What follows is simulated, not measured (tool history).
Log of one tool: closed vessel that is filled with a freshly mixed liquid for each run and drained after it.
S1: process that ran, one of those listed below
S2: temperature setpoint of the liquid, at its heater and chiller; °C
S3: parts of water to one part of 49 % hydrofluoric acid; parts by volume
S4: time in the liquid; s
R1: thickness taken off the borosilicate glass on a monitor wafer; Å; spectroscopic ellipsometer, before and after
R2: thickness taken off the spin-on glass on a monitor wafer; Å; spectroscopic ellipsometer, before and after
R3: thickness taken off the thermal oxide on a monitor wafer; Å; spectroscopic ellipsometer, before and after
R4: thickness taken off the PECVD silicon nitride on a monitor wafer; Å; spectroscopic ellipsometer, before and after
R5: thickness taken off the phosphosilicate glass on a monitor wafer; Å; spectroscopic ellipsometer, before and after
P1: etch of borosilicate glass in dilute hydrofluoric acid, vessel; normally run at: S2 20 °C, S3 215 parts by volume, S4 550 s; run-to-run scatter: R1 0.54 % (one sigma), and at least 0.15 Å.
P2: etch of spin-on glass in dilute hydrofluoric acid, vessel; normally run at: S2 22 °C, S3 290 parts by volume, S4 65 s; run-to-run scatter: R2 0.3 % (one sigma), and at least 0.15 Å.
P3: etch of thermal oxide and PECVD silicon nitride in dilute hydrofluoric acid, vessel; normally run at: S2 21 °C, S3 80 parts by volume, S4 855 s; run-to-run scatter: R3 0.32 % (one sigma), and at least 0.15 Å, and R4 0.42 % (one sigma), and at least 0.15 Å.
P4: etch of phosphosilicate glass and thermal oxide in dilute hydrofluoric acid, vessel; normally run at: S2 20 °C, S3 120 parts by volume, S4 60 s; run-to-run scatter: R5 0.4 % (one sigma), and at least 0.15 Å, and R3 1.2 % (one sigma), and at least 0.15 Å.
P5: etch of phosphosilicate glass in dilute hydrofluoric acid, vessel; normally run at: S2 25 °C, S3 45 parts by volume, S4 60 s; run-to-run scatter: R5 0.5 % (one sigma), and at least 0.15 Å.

| run | hour | S1 | S2 | S3 | S4 | R1 | R2 | R3 | R4 | R5 |
|---|---|---|---|---|---|---|---|---|---|---|
| 1 | 7.1 | P1 | 20 | 215 | 550 | 455.74 |  |  |  |  |
| 2 | 18 | P2 | 22 | 290 | 65 |  | 79.141 |  |  |  |
|  | 26.1 | hydrofluoric acid flow meter replaced |
| 3 | 26.7 | P2 | 22 | 290 | 30 |  | 36.554 |  |  |  |
| 4 | 36.8 | P3 | 21 | 80 | 855 |  |  | 465.13 | 403.08 |  |
| 5 | 45.4 | P2 | 22 | 175 | 65 |  | 146.47 |  |  |  |
| 6 | 54.5 | P2 | 29 | 290 | 65 |  | 100.51 |  |  |  |
| 7 | 62.1 | P1 | 20 | 215 | 975 | 805.53 |  |  |  |  |
| 8 | 70.7 | P1 | 20 | 215 | 550 | 453.64 |  |  |  |  |
| 9 | 81.7 | P5 | 33 | 45 | 60 |  |  |  |  | 3969.9 |
| 10 | 88 | P4 | 20 | 120 | 30 |  |  | 9.1052 |  | 425.98 |
| 11 | 95.1 | P4 | 28 | 120 | 60 |  |  | 25.629 |  | 1153.8 |
| 12 | 104.7 | P4 | 20 | 120 | 60 |  |  | 18.473 |  | 846.66 |
| 13 | 114 | P5 | 25 | 45 | 60 |  |  |  |  | 2890.5 |
| 14 | 122.4 | P5 | 25 | 45 | 60 |  |  |  |  | 2904.1 |
| 15 | 129.4 | P1 | 20 | 40 | 550 | 2967.8 |  |  |  |  |
| 16 | 137.4 | P3 | 21 | 80 | 90 |  |  | 48.702 | 41.938 |  |
| 17 | 145 | P1 | 20 | 300 | 550 | 298.37 |  |  |  |  |
| 18 | 155.4 | P3 | 21 | 80 | 855 |  |  | 463.71 | 401.92 |  |
| 19 | 162.8 | P3 | 21 | 25 | 855 |  |  | 1591.1 | 1241.9 |  |
| 20 | 168.3 | P1 | 20 | 215 | 550 | 456.74 |  |  |  |  |
| 21 | 177.8 | P5 | 25 | 75 | 60 |  |  |  |  | 1658.8 |
| 22 | 183.7 | P5 | 25 | 45 | 95 |  |  |  |  | 4577.1 |
| 23 | 192.8 | P3 | 27.5 | 80 | 855 |  |  | 601.69 | 615.03 |  |
| 24 | 201.7 | P1 | 20 | 215 | 550 | 457.68 |  |  |  |  |
| 25 | 209.4 | P1 | 25 | 215 | 550 | 549.93 |  |  |  |  |
| 26 | 218.2 | P4 | 20 | 195 | 60 |  |  | 10.722 |  | 480.93 |
| 27 | 224.5 | P1 | 17 | 215 | 550 | 406.44 |  |  |  |  |
| 28 | 234.9 | P1 | 20 | 215 | 75 | 62.55 |  |  |  |  |
| 29 | 239.9 | P1 | 20 | 45 | 190 | 912.88 |  |  |  |  |
| 30 | 249.4 | P1 | 20 | 215 | 550 | 457.7 |  |  |  |  |
| 31 | 258.4 | P1 | 20 | 215 | 550 | 445.44 |  |  |  |  |
| 32 | 265.4 | P1 | 20 | 215 | 550 | 436.8 |  |  |  |  |
| 33 | 275.7 | P1 | 20 | 215 | 550 | 431.61 |  |  |  |  |
| 34 | 285.7 | P1 | 20 | 215 | 550 | 421.36 |  |  |  |  |
| 35 | 291.3 | P1 | 20 | 215 | 550 | 426.98 |  |  |  |  |
| 36 | 297.2 | P1 | 20 | 215 | 550 | 428.45 |  |  |  |  |
| 37 | 304.2 | P1 | 20 | 215 | 550 | 424.05 |  |  |  |  |
| 38 | 309.2 | P1 | 20 | 215 | 550 | 425.34 |  |  |  |  |

What P1 gives has crept away from where it was. These 2 causes fit the log equally well, each at the size given:
A: liquid colder than its thermometer reads (K) = 1.95
B: hydrofluoric acid flow below the setpoint (%) = 6.01
The creep began at about hour 249.4.

4 check runs are offered, one wafer each, their results left as question marks. Which one tells the causes apart?
| check 1 | 314.2 | P2 | 22 | 290 | 30 |  | ? |  |  |  |
| check 2 | 314.2 | P5 | 32.5 | 45 | 60 |  |  |  |  | ? |
| check 3 | 314.2 | P4 | 27 | 180 | 60 |  |  | ? |  | ? |
| check 4 | 314.2 | P3 | 27 | 80 | 855 |  |  | ? | ? |  |

What each check would give under each cause:
| check | result | if A | if B |
|---|---|---|---|
| check 1 | R2 | 33.925 | 33.635 |
| check 2 | R5 | 3621.6 | 3655.1 |
| check 3 | R3 | 14.101 | 14.045 |
| check 3 | R5 | 643.46 | 640.91 |
| check 4 | R3 | 548.4 | 552.85 |
| check 4 | R4 | 527.17 | 563.13 |
How far apart the two closest causes lie, in the result that separates them most: check 1 0.86 %; check 2 0.92 %; check 3 0.4 %; check 4 6.6 %
Only check 4 tells the causes apart: in the others they would give nearly the same result.

Check 4 was then run and gave: R3 552.22 Å; R4 558.8 Å. Which cause is it?

It is B: hydrofluoric acid flow below the setpoint (%).
